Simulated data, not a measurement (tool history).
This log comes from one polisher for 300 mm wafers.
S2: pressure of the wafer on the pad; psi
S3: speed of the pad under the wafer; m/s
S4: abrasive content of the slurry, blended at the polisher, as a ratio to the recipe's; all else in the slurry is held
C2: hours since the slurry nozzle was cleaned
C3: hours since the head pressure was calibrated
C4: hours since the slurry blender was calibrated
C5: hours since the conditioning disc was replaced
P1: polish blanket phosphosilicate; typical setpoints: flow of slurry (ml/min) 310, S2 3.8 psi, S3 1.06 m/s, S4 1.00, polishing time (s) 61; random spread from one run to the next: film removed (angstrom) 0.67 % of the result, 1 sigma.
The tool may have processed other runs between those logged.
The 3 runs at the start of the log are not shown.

{"run": 4, "hour": 32.8, "flow of slurry (ml/min)": 310, "S2": 1.7, "S3": 1.06, "S4": 1.0, "polishing time (s)": 61, "wafers polished on this pad": 694, "C2": 287.9, "C3": 738.7, "C4": 320.9, "C5": 337.9, "film removed (angstrom)": 2498.4}
{"run": 5, "hour": 43.4, "flow of slurry (ml/min)": 310, "S2": 3.8, "S3": 1.06, "S4": 1.0, "polishing time (s)": 61, "wafers polished on this pad": 810, "C2": 298.5, "C3": 749.3, "C4": 331.5, "C5": 348.5, "film removed (angstrom)": 5540.4}
{"run": 6, "hour": 51.4, "flow of slurry (ml/min)": 480, "S2": 3.8, "S3": 1.06, "S4": 1.0, "polishing time (s)": 61, "wafers polished on this pad": 899, "C2": 306.5, "C3": 757.3, "C4": 339.5, "C5": 356.5, "film removed (angstrom)": 5775.0}
{"run": 7, "hour": 62.2, "flow of slurry (ml/min)": 310, "S2": 3.8, "S3": 1.06, "S4": 1.0, "polishing time (s)": 61, "wafers polished on this pad": 1017, "C2": 317.3, "C3": 768.1, "C4": 350.3, "C5": 367.3, "film removed (angstrom)": 5570.0}
{"run": 8, "hour": 68.3, "flow of slurry (ml/min)": 310, "S2": 3.8, "S3": 1.06, "S4": 1.45, "polishing time (s)": 61, "wafers polished on this pad": 1085, "C2": 323.4, "C3": 774.2, "C4": 356.4, "C5": 373.4, "film removed (angstrom)": 6508.2}
{"run": 9, "hour": 77.5, "flow of slurry (ml/min)": 310, "S2": 3.8, "S3": 1.68, "S4": 1.0, "polishing time (s)": 61, "wafers polished on this pad": 1186, "C2": 332.6, "C3": 783.4, "C4": 365.6, "C5": 382.6, "film removed (angstrom)": 8063.1}
{"run": 10, "hour": 85.6, "flow of slurry (ml/min)": 195, "S2": 3.8, "S3": 1.06, "S4": 1.0, "polishing time (s)": 61, "wafers polished on this pad": 1275, "C2": 340.7, "C3": 791.5, "C4": 373.7, "C5": 390.7, "film removed (angstrom)": 5256.2}
{"run": 11, "hour": 92.0, "flow of slurry (ml/min)": 310, "S2": 5.9, "S3": 1.06, "S4": 1.0, "polishing time (s)": 61, "wafers polished on this pad": 1346, "C2": 347.1, "C3": 797.9, "C4": 380.1, "C5": 397.1, "film removed (angstrom)": 8542.0}
{"run": 12, "hour": 98.3, "flow of slurry (ml/min)": 310, "S2": 3.8, "S3": 1.06, "S4": 1.0, "polishing time (s)": 96, "wafers polished on this pad": 1415, "C2": 353.4, "C3": 804.2, "C4": 386.4, "C5": 403.4, "film removed (angstrom)": 8693.2}
{"run": 13, "hour": 108.5, "flow of slurry (ml/min)": 310, "S2": 3.8, "S3": 1.06, "S4": 1.0, "polishing time (s)": 61, "wafers polished on this pad": 1527, "C2": 363.6, "C3": 814.4, "C4": 396.6, "C5": 413.6, "film removed (angstrom)": 5560.0}
{"run": 14, "hour": 115.6, "flow of slurry (ml/min)": 410, "S2": 5.3, "S3": 1.06, "S4": 1.0, "polishing time (s)": 61, "wafers polished on this pad": 1606, "C2": 370.7, "C3": 821.5, "C4": 403.7, "C5": 420.7, "film removed (angstrom)": 7880.2}
{"run": 15, "hour": 121.5, "flow of slurry (ml/min)": 310, "S2": 3.8, "S3": 1.06, "S4": 1.0, "polishing time (s)": 61, "wafers polished on this pad": 1670, "C2": 376.6, "C3": 827.4, "C4": 409.6, "C5": 426.6, "film removed (angstrom)": 5593.7}
{"run": 16, "hour": 130.4, "flow of slurry (ml/min)": 310, "S2": 3.8, "S3": 1.06, "S4": 0.75, "polishing time (s)": 61, "wafers polished on this pad": 1768, "C2": 385.5, "C3": 836.3, "C4": 418.5, "C5": 435.5, "film removed (angstrom)": 4829.6}
{"run": 17, "hour": 138.2, "flow of slurry (ml/min)": 310, "S2": 1.8, "S3": 1.06, "S4": 1.45, "polishing time (s)": 61, "wafers polished on this pad": 1854, "C2": 393.3, "C3": 844.1, "C4": 426.3, "C5": 443.3, "film removed (angstrom)": 3045.3}
{"run": 18, "hour": 144.4, "flow of slurry (ml/min)": 310, "S2": 3.8, "S3": 0.74, "S4": 1.0, "polishing time (s)": 61, "wafers polished on this pad": 1923, "C2": 399.5, "C3": 850.3, "C4": 432.5, "C5": 449.5, "film removed (angstrom)": 4182.0}

Run 19 is up next; what results do you expect?
{"run": 19, "hour": 150.3, "flow of slurry (ml/min)": 310, "S2": 3.8, "S3": 1.06, "S4": 1.0, "polishing time (s)": 61, "wafers polished on this pad": 1988, "C2": 405.4, "C3": 856.2, "C4": 438.4, "C5": 455.4, "film removed (angstrom)": "?"}

Run 19 yielded film removed (angstrom) 5540.5.
